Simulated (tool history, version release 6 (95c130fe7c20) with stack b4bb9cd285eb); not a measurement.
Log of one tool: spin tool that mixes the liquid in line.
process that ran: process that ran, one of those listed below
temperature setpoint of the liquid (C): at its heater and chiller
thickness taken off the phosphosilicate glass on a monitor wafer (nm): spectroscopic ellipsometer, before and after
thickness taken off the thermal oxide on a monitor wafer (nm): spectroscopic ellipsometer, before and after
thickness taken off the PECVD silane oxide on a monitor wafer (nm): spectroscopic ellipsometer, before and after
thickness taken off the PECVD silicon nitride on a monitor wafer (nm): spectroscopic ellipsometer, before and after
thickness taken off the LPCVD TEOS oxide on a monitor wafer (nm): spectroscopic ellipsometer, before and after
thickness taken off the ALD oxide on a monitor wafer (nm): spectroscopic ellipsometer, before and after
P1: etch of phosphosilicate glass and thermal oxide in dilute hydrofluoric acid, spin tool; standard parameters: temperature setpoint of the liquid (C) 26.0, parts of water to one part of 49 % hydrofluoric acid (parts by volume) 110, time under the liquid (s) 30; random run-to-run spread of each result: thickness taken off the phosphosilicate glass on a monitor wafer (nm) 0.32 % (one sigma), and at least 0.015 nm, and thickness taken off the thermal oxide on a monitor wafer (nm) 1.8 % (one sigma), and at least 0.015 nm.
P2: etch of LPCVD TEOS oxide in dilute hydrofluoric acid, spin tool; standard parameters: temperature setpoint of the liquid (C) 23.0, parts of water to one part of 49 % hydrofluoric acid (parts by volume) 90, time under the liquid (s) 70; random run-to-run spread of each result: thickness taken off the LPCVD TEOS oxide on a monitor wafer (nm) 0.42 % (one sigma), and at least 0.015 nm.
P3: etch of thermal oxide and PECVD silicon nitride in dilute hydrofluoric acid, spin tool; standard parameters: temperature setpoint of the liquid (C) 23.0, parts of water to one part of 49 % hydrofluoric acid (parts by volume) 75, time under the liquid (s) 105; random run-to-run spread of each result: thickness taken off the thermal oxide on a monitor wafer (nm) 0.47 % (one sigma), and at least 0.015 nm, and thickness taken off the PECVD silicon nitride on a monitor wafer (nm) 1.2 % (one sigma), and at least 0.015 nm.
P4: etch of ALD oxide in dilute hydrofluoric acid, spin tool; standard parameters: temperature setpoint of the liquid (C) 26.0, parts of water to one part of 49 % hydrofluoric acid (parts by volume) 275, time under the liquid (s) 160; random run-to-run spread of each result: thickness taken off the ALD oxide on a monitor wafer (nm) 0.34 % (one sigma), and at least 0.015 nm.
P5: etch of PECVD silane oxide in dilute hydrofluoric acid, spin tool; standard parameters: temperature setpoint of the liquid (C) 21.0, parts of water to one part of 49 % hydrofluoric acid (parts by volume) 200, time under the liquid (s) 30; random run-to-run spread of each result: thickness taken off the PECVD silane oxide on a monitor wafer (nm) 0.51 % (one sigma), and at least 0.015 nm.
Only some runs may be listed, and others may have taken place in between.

| run | hour | process that ran | temperature setpoint of the liquid (C) | parts of water to one part of 49 % hydrofluoric acid (parts by volume) | time under the liquid (s) | hours since the thermometer was replaced | hours since the hydrofluoric acid flow meter was replaced | thickness taken off the phosphosilicate glass on a monitor wafer (nm) | thickness taken off the thermal oxide on a monitor wafer (nm) | thickness taken off the PECVD silane oxide on a monitor wafer (nm) | thickness taken off the PECVD silicon nitride on a monitor wafer (nm) | thickness taken off the LPCVD TEOS oxide on a monitor wafer (nm) | thickness taken off the ALD oxide on a monitor wafer (nm) |
|---|---|---|---|---|---|---|---|---|---|---|---|---|---|
| 1 | 5.0 | P1 | 26.0 | 110 | 30 | 598.7 | 163.2 | 50.228 | 1.44210 |  |  |  |  |
| 2 | 9.6 | P1 | 20.0 | 110 | 30 | 603.3 | 167.8 | 39.459 | 1.11980 |  |  |  |  |
| 3 | 13.5 | P5 | 21.0 | 200 | 30 | 607.2 | 171.7 |  |  | 5.9302 |  |  |  |
| 4 | 18.8 | P5 | 17.0 | 200 | 30 | 612.5 | 177.0 |  |  | 5.1482 |  |  |  |
| 5 | 23.9 | P3 | 23.0 | 75 | 20 | 617.6 | 182.1 |  | 1.27670 |  | 0.40959 |  |  |
| 6 | 31.2 | P3 | 23.0 | 75 | 105 | 624.9 | 189.4 |  | 6.65500 |  | 2.21830 |  |  |
| 7 | 35.6 | P3 | 23.0 | 20 | 105 | 629.3 | 193.8 |  | 26.81600 |  | 8.01910 |  |  |
| 8 | 39.1 | P2 | 23.0 | 20 | 70 | 632.8 | 197.3 |  |  |  |  | 121.800 |  |
| 9 | 45.5 | P2 | 23.0 | 90 | 70 | 639.2 | 203.7 |  |  |  |  | 24.877 |  |
| 10 | 51.3 | P1 | 26.0 | 110 | 30 | 645.0 | 209.5 | 50.428 | 1.44100 |  |  |  |  |
| 11 | 54.7 | P4 | 26.0 | 110 | 160 | 648.4 | 212.9 |  |  |  |  |  | 32.6800 |
| 12 | 59.1 | P1 | 26.0 | 65 | 30 | 652.8 | 217.3 | 90.375 | 2.48590 |  |  |  |  |
| 13 | 64.0 | P1 | 26.0 | 110 | 50 | 657.7 | 222.2 | 84.193 | 2.27640 |  |  |  |  |
| 14 | 68.5 | P1 | 30.5 | 110 | 30 | 662.2 | 226.7 | 59.291 | 1.60570 |  |  |  |  |
| 15 | 73.4 | P5 | 21.0 | 355 | 30 | 667.1 | 231.6 |  |  | 2.9317 |  |  |  |
| 16 | 77.0 | P2 | 23.0 | 90 | 35 | 670.7 | 235.2 |  |  |  |  | 12.417 |  |
| 17 | 84.5 | P1 | 26.0 | 40 | 15 | 678.2 | 242.7 | 75.707 | 2.10000 |  |  |  |  |
| 18 | 89.0 | P1 | 26.0 | 110 | 30 | 682.7 | 247.2 | 50.544 | 1.42240 |  |  |  |  |
| 19 | 94.6 | P4 | 26.0 | 275 | 160 | 688.3 | 252.8 |  |  |  |  |  | 10.7360 |
| 20 | 99.0 | P2 | 30.5 | 90 | 70 | 692.7 | 257.2 |  |  |  |  | 33.378 |  |
| 21 | 102.7 | P5 | 21.0 | 200 | 55 | 696.4 | 260.9 |  |  | 10.9180 |  |  |  |
| 22 | 107.9 | P1 | 26.0 | 190 | 30 | 701.6 | 266.1 | 26.406 | 0.72632 |  |  |  |  |
| 23 | 114.3 | P1 | 26.0 | 110 | 15 | 708.0 | 272.5 | 25.036 | 0.72804 |  |  |  |  |
| 24 | 118.0 | P1 | 26.0 | 110 | 30 | 711.7 | 276.2 | 50.044 | 1.35880 |  |  |  |  |
| 25 | 121.9 | P3 | 27.5 | 75 | 105 | 715.6 | 280.1 |  | 7.94320 |  | 2.93140 |  |  |
| 26 | 128.0 | P1 | 26.0 | 110 | 30 | 721.7 | 286.2 | 50.114 | 1.35190 |  |  |  |  |
| 27 | 132.2 | P4 | 19.0 | 275 | 160 | 725.9 | 290.4 |  |  |  |  |  | 8.4758 |
| 28 | 139.2 | P4 | 26.0 | 275 | 15 | 732.9 | 297.4 |  |  |  |  |  | 1.0022 |
| 29 | 146.8 | P4 | 26.0 | 275 | 160 | 740.5 | 305.0 |  |  |  |  |  | 10.7290 |
| 30 | 152.3 | P5 | 21.0 | 200 | 30 | 746.0 | 310.5 |  |  | 5.9827 |  |  |  |
| 31 | 159.5 | P1 | 26.0 | 110 | 30 | 753.2 | 317.7 | 49.985 | 1.34670 |  |  |  |  |
| 32 | 165.4 | P1 | 26.0 | 110 | 30 | 759.1 | 323.6 | 51.467 | 1.46940 |  |  |  |  |
| 33 | 171.8 | P1 | 26.0 | 110 | 30 | 765.5 | 330.0 | 52.313 | 1.42080 |  |  |  |  |
| 34 | 179.1 | P1 | 26.0 | 110 | 30 | 772.8 | 337.3 | 53.156 | 1.42280 |  |  |  |  |
| 35 | 184.7 | P1 | 26.0 | 110 | 30 | 778.4 | 342.9 | 53.209 | 1.42680 |  |  |  |  |
| 36 | 188.0 | P1 | 26.0 | 110 | 30 | 781.7 | 346.2 | 53.254 | 1.47280 |  |  |  |  |
| 37 | 193.5 | P1 | 26.0 | 110 | 30 | 787.2 | 351.7 | 53.703 | 1.48520 |  |  |  |  |
| 38 | 199.5 | P1 | 26.0 | 110 | 30 | 793.2 | 357.7 | 53.557 | 1.47180 |  |  |  |  |
| 39 | 207.0 | P1 | 26.0 | 110 | 30 | 800.7 | 365.2 | 53.540 | 1.45370 |  |  |  |  |
| 40 | 214.3 | P1 | 26.0 | 110 | 30 | 808.0 | 372.5 | 53.531 | 1.49840 |  |  |  |  |

Compared with where it was, what P1 gives has crept away. Each cause listed below fits the log as well as the rest, at the size given for it:
A: hydrofluoric acid flow above the setpoint (%) = 5.9
B: liquid hotter than its thermometer reads (K) = 1.7
The drift started at roughly hour 159.5.

Which of the 4 check runs listed below, each an average over 2 wafers with its results shown as question marks, gives clearly different results under the different listed causes?
| check 1 | 221.6 | P2 | 27.0 | 90 | 70 |  |  |  |  |  |  | ? |  |
| check 2 | 221.6 | P5 | 17.0 | 335 | 30 |  |  |  |  | ? |  |  |  |
| check 3 | 221.6 | P4 | 26.0 | 190 | 15 |  |  |  |  |  |  |  | ? |
| check 4 | 221.6 | P3 | 23.0 | 25 | 105 |  |  |  | ? |  | ? |  |  |

Outcome of each check run for each possible cause:
| check | result | if A | if B |
|---|---|---|---|
| check 1 | thickness taken off the LPCVD TEOS oxide on a monitor wafer (nm) | 30.974 | 31.022 |
| check 2 | thickness taken off the PECVD silane oxide on a monitor wafer (nm) | 2.9178 | 2.8889 |
| check 3 | thickness taken off the ALD oxide on a monitor wafer (nm) | 1.7243 | 1.7103 |
| check 4 | thickness taken off the thermal oxide on a monitor wafer (nm) | 22.66500 | 22.95000 |
| check 4 | thickness taken off the PECVD silicon nitride on a monitor wafer (nm) | 6.84980 | 7.28380 |
Per-check spread between the two closest causes, in the result where they differ most: check 1 0.15 %; check 2 1 %; check 3 0.82 %; check 4 6.14 %
Check 4 tells the causes apart: in the others they would give nearly the same result.

After running check 4, the following was obtained: thickness taken off the thermal oxide on a monitor wafer (nm) 23.13000; thickness taken off the PECVD silicon nitride on a monitor wafer (nm) 7.36750. Which cause does this point to?

The cause is B: liquid hotter than its thermometer reads (K).
